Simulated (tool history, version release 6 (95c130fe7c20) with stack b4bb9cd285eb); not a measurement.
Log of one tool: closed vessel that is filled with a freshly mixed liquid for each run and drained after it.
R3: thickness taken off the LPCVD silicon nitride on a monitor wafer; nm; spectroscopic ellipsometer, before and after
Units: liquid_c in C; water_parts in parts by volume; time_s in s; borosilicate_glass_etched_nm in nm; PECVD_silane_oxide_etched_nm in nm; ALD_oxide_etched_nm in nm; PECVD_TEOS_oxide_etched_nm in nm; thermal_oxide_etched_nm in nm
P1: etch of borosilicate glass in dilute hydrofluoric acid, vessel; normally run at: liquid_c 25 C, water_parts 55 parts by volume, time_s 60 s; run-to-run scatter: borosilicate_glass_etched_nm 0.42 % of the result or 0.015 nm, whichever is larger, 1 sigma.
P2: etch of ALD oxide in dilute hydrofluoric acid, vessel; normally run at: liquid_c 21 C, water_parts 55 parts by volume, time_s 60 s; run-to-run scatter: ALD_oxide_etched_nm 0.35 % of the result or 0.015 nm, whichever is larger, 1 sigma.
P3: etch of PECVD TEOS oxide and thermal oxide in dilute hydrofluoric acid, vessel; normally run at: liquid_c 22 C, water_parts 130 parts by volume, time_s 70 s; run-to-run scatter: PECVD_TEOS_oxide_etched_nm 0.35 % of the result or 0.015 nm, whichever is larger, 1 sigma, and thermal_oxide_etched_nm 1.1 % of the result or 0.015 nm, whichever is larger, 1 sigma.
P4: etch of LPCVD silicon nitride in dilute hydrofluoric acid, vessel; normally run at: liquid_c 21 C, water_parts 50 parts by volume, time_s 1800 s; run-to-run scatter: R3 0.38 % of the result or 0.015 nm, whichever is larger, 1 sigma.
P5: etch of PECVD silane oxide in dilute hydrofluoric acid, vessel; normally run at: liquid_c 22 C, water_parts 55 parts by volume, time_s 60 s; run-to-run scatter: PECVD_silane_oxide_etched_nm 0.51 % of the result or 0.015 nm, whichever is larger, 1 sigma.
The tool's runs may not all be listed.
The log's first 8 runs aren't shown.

{"run": 9, "hour": 126.2, "process": "P5", "liquid_c": 22, "water_parts": 90, "time_s": 60, "PECVD_silane_oxide_etched_nm": 11.596}
{"run": 10, "hour": 142.4, "process": "P4", "liquid_c": 21, "water_parts": 50, "time_s": 2720, "R3": 22.371}
{"run": 11, "hour": 153.9, "process": "P1", "liquid_c": 25, "water_parts": 55, "time_s": 60, "borosilicate_glass_etched_nm": 22.499}
{"run": 12, "hour": 167.5, "process": "P5", "liquid_c": 22, "water_parts": 55, "time_s": 30, "PECVD_silane_oxide_etched_nm": 9.9963}
{"run": 13, "hour": 179.2, "process": "P3", "liquid_c": 22, "water_parts": 130, "time_s": 70, "PECVD_TEOS_oxide_etched_nm": 9.8145, "thermal_oxide_etched_nm": 2.1813}
{"run": 14, "hour": 190.3, "process": "P1", "liquid_c": 25, "water_parts": 55, "time_s": 105, "borosilicate_glass_etched_nm": 39.584}
{"run": 15, "hour": 200.7, "process": "P2", "liquid_c": 21, "water_parts": 55, "time_s": 60, "ALD_oxide_etched_nm": 32.983}
{"run": 16, "hour": 215.8, "process": "P1", "liquid_c": 25, "water_parts": 55, "time_s": 60, "borosilicate_glass_etched_nm": 22.572}
{"run": 17, "hour": 229.8, "process": "P1", "liquid_c": 22, "water_parts": 55, "time_s": 100, "borosilicate_glass_etched_nm": 33}
{"run": 18, "hour": 242.5, "process": "P4", "liquid_c": 21, "water_parts": 20, "time_s": 1800, "R3": 35.609}
{"run": 19, "hour": 256.2, "process": "P3", "liquid_c": 17.5, "water_parts": 130, "time_s": 70, "PECVD_TEOS_oxide_etched_nm": 8.141, "thermal_oxide_etched_nm": 1.836}

Forecast run 20:
{"run": 20, "hour": 265.3, "process": "P1", "liquid_c": 25, "water_parts": 80, "time_s": 60, "borosilicate_glass_etched_nm": "?"}

{"run 20": {"borosilicate_glass_etched_nm": 14.867}}

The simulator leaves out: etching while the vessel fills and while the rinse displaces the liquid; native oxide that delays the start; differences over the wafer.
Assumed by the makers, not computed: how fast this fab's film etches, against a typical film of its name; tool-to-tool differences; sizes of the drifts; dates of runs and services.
